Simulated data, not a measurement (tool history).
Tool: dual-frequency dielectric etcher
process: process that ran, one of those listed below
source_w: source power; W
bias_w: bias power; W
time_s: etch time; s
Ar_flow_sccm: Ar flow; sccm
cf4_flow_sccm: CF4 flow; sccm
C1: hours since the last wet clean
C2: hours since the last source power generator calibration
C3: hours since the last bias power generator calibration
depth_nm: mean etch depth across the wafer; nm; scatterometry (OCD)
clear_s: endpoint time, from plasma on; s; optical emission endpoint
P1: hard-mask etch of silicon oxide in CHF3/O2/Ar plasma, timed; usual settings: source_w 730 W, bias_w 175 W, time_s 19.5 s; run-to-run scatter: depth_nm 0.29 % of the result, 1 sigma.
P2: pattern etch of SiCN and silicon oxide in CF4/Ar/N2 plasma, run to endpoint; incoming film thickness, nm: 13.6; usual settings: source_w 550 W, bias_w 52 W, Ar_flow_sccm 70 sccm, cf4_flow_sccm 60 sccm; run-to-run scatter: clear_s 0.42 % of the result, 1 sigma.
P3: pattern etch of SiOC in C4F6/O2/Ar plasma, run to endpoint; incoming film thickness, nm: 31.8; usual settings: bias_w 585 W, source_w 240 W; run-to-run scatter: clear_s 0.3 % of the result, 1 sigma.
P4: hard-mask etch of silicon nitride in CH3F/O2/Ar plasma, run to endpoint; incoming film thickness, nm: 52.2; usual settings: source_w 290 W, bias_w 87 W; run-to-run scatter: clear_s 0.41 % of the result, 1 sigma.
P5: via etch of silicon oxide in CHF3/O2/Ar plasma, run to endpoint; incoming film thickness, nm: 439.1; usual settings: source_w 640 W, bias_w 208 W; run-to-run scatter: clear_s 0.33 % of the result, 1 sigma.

Run 1, hour 3.5: process P1, source_w 730 W, bias_w 175 W, time_s 19.5 s; C1 116; C2 449; C3 657.9. Result: depth_nm 41.19 nm.
Run 2, hour 8.7: process P5, source_w 640 W, bias_w 208 W; C1 121.2; C2 454.2; C3 663.1. Result: clear_s 206.31 s.
Run 3, hour 12.8: process P1, source_w 730 W, bias_w 175 W, time_s 19.5 s; C1 125.3; C2 458.3; C3 667.2. Result: depth_nm 41.43 nm.
Run 4, hour 16.4: process P5, source_w 640 W, bias_w 208 W; C1 128.9; C2 461.9; C3 670.8. Result: clear_s 207.02 s.
Run 5, hour 21.1: process P1, source_w 890 W, bias_w 175 W, time_s 23.5 s; C1 133.6; C2 466.6; C3 675.5. Result: depth_nm 53.611 nm.
Run 6, hour 25.4: process P5, source_w 640 W, bias_w 153 W; C1 137.9; C2 470.9; C3 679.8. Result: clear_s 229.61 s.
At hour 27.6: bias power generator calibrated.
Run 7, hour 28.3: process P4, source_w 290 W, bias_w 87 W; C1 140.8; C2 473.8; C3 0.7. Result: clear_s 77.051 s.
Run 8, hour 32.6: process P1, source_w 730 W, bias_w 212 W, time_s 19.5 s; C1 145.1; C2 478.1; C3 5. Result: depth_nm 44.141 nm.
Run 9, hour 35.1: process P3, source_w 290 W, bias_w 585 W; C1 147.6; C2 480.6; C3 7.5. Result: clear_s 11.129 s.
Run 10, hour 38.9: process P1, source_w 730 W, bias_w 121 W, time_s 19.5 s; C1 151.4; C2 484.4; C3 11.3. Result: depth_nm 36.889 nm.
Run 11, hour 41.9: process P4, source_w 200 W, bias_w 87 W; C1 154.4; C2 487.4; C3 14.3. Result: clear_s 88.076 s.
Run 12, hour 45.3: process P1, source_w 940 W, bias_w 175 W, time_s 19.5 s; C1 157.8; C2 490.8; C3 17.7. Result: depth_nm 45.738 nm.
Run 13, hour 49.5: process P2, source_w 550 W, bias_w 52 W, Ar_flow_sccm 43 sccm, cf4_flow_sccm 60 sccm; C1 162; C2 495; C3 21.9. Result: clear_s 13.269 s.
Run 14, hour 53.1: process P1, source_w 490 W, bias_w 175 W, time_s 19.5 s; C1 165.6; C2 498.6; C3 25.5. Result: depth_nm 35.379 nm.
Run 15, hour 56: process P5, source_w 380 W, bias_w 208 W; C1 168.5; C2 501.5; C3 28.4. Result: clear_s 251.38 s.
Run 16, hour 61.2: process P4, source_w 290 W, bias_w 87 W; C1 173.7; C2 506.7; C3 33.6. Result: clear_s 76.864 s.
Run 17, hour 64.7: process P1, source_w 730 W, bias_w 175 W, time_s 19.5 s; C1 177.2; C2 510.2; C3 37.1. Result: depth_nm 41.243 nm.
Run 18, hour 68.5: process P1, source_w 730 W, bias_w 175 W, time_s 13 s; C1 181; C2 514; C3 40.9. Result: depth_nm 27.631 nm.
Run 19, hour 72.9: process P2, source_w 550 W, bias_w 38 W, Ar_flow_sccm 70 sccm, cf4_flow_sccm 60 sccm; C1 185.4; C2 518.4; C3 45.3. Result: clear_s 15.508 s.
Run 20, hour 77: process P3, source_w 240 W, bias_w 585 W; C1 189.5; C2 522.5; C3 49.4. Result: clear_s 11.852 s.
Run 21, hour 80.2: process P1, source_w 730 W, bias_w 175 W, time_s 24 s; C1 192.7; C2 525.7; C3 52.6. Result: depth_nm 51.089 nm.
Run 22, hour 84.5: process P3, source_w 240 W, bias_w 585 W; C1 197; C2 530; C3 56.9. Result: clear_s 11.857 s.
Run 23, hour 90: process P2, source_w 550 W, bias_w 52 W, Ar_flow_sccm 70 sccm, cf4_flow_sccm 60 sccm; C1 202.5; C2 535.5; C3 62.4. Result: clear_s 14.22 s.
Run 24, hour 94: process P1, source_w 730 W, bias_w 175 W, time_s 19.5 s; C1 206.5; C2 539.5; C3 66.4. Result: depth_nm 41.618 nm.
Run 25, hour 99.6: process P2, source_w 550 W, bias_w 52 W, Ar_flow_sccm 70 sccm, cf4_flow_sccm 71 sccm; C1 212.1; C2 545.1; C3 72. Result: clear_s 13.673 s.
Run 26, hour 105.1: process P3, source_w 240 W, bias_w 474 W; C1 217.6; C2 550.6; C3 77.5. Result: clear_s 12.901 s.
Run 27, hour 107.5: process P2, source_w 760 W, bias_w 52 W, Ar_flow_sccm 70 sccm, cf4_flow_sccm 60 sccm; C1 220; C2 553; C3 79.9. Result: clear_s 10.649 s.
Run 28, hour 110: process P4, source_w 290 W, bias_w 62 W; C1 222.5; C2 555.5; C3 82.4. Result: clear_s 86.489 s.
Run 29, hour 114.4: process P1, source_w 730 W, bias_w 175 W, time_s 19.5 s; C1 226.9; C2 559.9; C3 86.8. Result: depth_nm 41.166 nm.
Run 30, hour 117.2: process P1, source_w 730 W, bias_w 175 W, time_s 19.5 s; C1 229.7; C2 562.7; C3 89.6. Result: depth_nm 41.607 nm.
Run 31, hour 119.9: process P1, source_w 730 W, bias_w 175 W, time_s 19.5 s; C1 232.4; C2 565.4; C3 92.3. Result: depth_nm 41.703 nm.
Run 32, hour 125.4: process P1, source_w 730 W, bias_w 175 W, time_s 19.5 s; C1 237.9; C2 570.9; C3 97.8. Result: depth_nm 41.78 nm.
Run 33, hour 129: process P1, source_w 730 W, bias_w 175 W, time_s 19.5 s; C1 241.5; C2 574.5; C3 101.4. Result: depth_nm 41.87 nm.
Run 34, hour 131.5: process P1, source_w 730 W, bias_w 175 W, time_s 19.5 s; C1 244; C2 577; C3 103.9. Result: depth_nm 41.754 nm.
At hour 132.6: wet clean of the chamber.
Run 35, hour 136.3: process P1, source_w 730 W, bias_w 175 W, time_s 19.5 s; C1 3.7; C2 581.8; C3 108.7. Result: depth_nm 41.991 nm.
Run 36, hour 141.8: process P1, source_w 730 W, bias_w 175 W, time_s 19.5 s; C1 9.2; C2 587.3; C3 114.2. Result: depth_nm 42.059 nm.
Run 37, hour 145.9: process P1, source_w 730 W, bias_w 175 W, time_s 19.5 s; C1 13.3; C2 591.4; C3 118.3. Result: depth_nm 42.208 nm.
Run 38, hour 148.5: process P1, source_w 730 W, bias_w 175 W, time_s 19.5 s; C1 15.9; C2 594; C3 120.9. Result: depth_nm 42.108 nm.
Run 39, hour 152.4: process P1, source_w 730 W, bias_w 175 W, time_s 19.5 s; C1 19.8; C2 597.9; C3 124.8. Result: depth_nm 42.178 nm.
Run 40, hour 154.9: process P1, source_w 730 W, bias_w 175 W, time_s 19.5 s; C1 22.3; C2 600.4; C3 127.3. Result: depth_nm 42.075 nm.

What P1 gives has crept away from where it was. These 2 causes fit the log equally well, each at the size given:
A: source power that arrives over what is set, % = 3.83
B: bias power that arrives over what is set, % = 4.47
The creep began at about hour 114.4.
Why every other cause is out:
chamber walls in a state that raises the etch rate, %: serviced at hour 132.6, which brought nothing back

4 check runs are offered, each on 2 wafers whose results are averaged, their results left as question marks. Which one tells the causes apart?
Run check 1, hour 157.4: process P3, source_w 280 W, bias_w 585 W. Result: clear_s ?.
Run check 2, hour 157.4: process P4, source_w 290 W, bias_w 63 W. Result: clear_s ?.
Run check 3, hour 157.4: process P5, source_w 420 W, bias_w 208 W. Result: clear_s ?.
Run check 4, hour 157.4: process P2, source_w 700 W, bias_w 52 W, Ar_flow_sccm 70 sccm, cf4_flow_sccm 71 sccm. Result: clear_s ?.

What each check would give under each cause:
  check   result    if A    if B
check 1  clear_s  11.072  11.036
check 2  clear_s  84.887  84.827
check 3  clear_s  238.76  238.44
check 4  clear_s  10.767  11.001
How far apart the two closest causes lie, in the result that separates them most: check 1 0.33 %; check 2 0.07 %; check 3 0.14 %; check 4 2.15 %
Only check 4 tells the causes apart: in the others they would give nearly the same result.

Check 4 was then run and gave: clear_s 10.977 s. Which cause is it?

It is B: bias power that arrives over what is set, %.
